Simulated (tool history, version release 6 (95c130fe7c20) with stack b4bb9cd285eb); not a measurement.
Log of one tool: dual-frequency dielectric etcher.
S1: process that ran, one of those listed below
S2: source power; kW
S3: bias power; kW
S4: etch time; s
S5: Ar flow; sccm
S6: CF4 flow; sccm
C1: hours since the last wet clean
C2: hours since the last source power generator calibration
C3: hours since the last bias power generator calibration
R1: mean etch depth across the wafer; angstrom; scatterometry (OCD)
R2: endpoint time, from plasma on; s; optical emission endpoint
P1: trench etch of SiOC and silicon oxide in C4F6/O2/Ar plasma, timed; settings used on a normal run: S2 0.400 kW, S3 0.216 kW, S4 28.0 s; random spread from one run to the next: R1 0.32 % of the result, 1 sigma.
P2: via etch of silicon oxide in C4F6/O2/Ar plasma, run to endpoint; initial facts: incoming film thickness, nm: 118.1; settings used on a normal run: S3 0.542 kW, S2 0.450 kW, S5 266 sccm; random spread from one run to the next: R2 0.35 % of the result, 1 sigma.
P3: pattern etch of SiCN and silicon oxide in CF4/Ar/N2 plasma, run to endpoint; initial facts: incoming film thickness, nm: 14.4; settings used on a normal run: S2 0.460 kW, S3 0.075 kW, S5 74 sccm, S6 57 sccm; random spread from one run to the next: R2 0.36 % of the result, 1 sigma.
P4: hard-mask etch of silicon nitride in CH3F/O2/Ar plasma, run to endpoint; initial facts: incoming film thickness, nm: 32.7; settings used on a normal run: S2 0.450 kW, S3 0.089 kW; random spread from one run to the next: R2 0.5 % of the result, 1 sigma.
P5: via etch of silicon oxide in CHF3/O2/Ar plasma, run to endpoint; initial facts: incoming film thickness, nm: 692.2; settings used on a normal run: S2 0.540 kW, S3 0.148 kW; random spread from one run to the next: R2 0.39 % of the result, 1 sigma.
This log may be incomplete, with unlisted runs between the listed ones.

run	hour	S1	S2	S3	S4	S5	S6	C1	C2	C3	R1	R2
1	6.7	P1	0.400	0.216	28.0			127.8	1968.0	752.3	578.16	
2	14.5	P1	0.240	0.216	28.0			135.6	1975.8	760.1	479.37	
3	20.0	P3	0.460	0.044		74	57	141.1	1981.3	765.6		18.850
4	28.8	P1	0.500	0.216	34.0			149.9	1990.1	774.4	768.94	
5	36.8	P1	0.400	0.216	28.0			157.9	1998.1	782.4	578.89	
6	44.3	P1	0.400	0.279	28.0			165.4	2005.6	789.9	632.35	
7	50.4	P2	0.450	0.542		266		171.5	2011.7	796.0		23.652
8	58.6	P5	0.540	0.148				179.7	2019.9	804.2		393.130
9	63.5	P3	0.460	0.075		49	57	184.6	2024.8	809.1		15.168
10	70.7	P2	0.450	0.542		176		191.8	2032.0	816.3		22.616
11	75.3	P1	0.400	0.216	35.5			196.4	2036.6	820.9	728.22	
12	81.6	P5	0.340	0.148				202.7	2042.9	827.2		465.730
13	86.7	P4	0.450	0.106				207.8	2048.0	832.3		37.632
14	92.3	P2	0.450	0.645		266		213.4	2053.6	837.9		22.175
15	96.8	P1	0.400	0.140	28.0			217.9	2058.1	842.4	503.34	
16	104.6	P2	0.340	0.542		266		225.7	2065.9	850.2		26.198
17	109.9	P1	0.400	0.216	28.0			231.0	2071.2	855.5	578.89	
18	115.5	P5	0.540	0.193				236.6	2076.8	861.1		357.790
19	120.6	P4	0.450	0.089				241.7	2081.9	866.2		40.420
20	128.7	P1	0.480	0.216	28.0			249.8	2090.0	874.3	619.60	
21	135.2	P3	0.460	0.075		74	77	256.3	2096.5	880.8		15.243
22	144.8	P3	0.460	0.075		74	57	265.9	2106.1	890.4		15.946
23	152.3	P5	0.540	0.148				273.4	2113.6	897.9		389.610
24	161.1	P1	0.400	0.216	15.5			282.2	2122.4	906.7	320.43	
25	168.2	P2	0.450	0.542		266		289.3	2129.5	913.8		23.502
26	174.1	P1	0.400	0.216	28.0			295.2	2135.4	919.7	583.06	
27	179.5	P4	0.450	0.089				300.6	2140.8	925.1		40.255
28	184.8	P3	0.660	0.075		74	57	305.9	2146.1	930.4		11.668
29	192.5	P4	0.620	0.089				313.6	2153.8	938.1		35.791
30	202.1	P1	0.400	0.216	28.0			323.2	2163.4	947.7	578.32	
31	207.8	P1	0.400	0.216	28.0			328.9	2169.1	953.4	582.31	
32	214.1	P1	0.400	0.216	28.0			335.2	2175.4	959.7	583.34	

What will run 33 give?
33	220.4	P1	0.400	0.216	28.0			341.5	2181.7	966.0	?	

For run 33 the tool returned R1 584.81 angstrom.

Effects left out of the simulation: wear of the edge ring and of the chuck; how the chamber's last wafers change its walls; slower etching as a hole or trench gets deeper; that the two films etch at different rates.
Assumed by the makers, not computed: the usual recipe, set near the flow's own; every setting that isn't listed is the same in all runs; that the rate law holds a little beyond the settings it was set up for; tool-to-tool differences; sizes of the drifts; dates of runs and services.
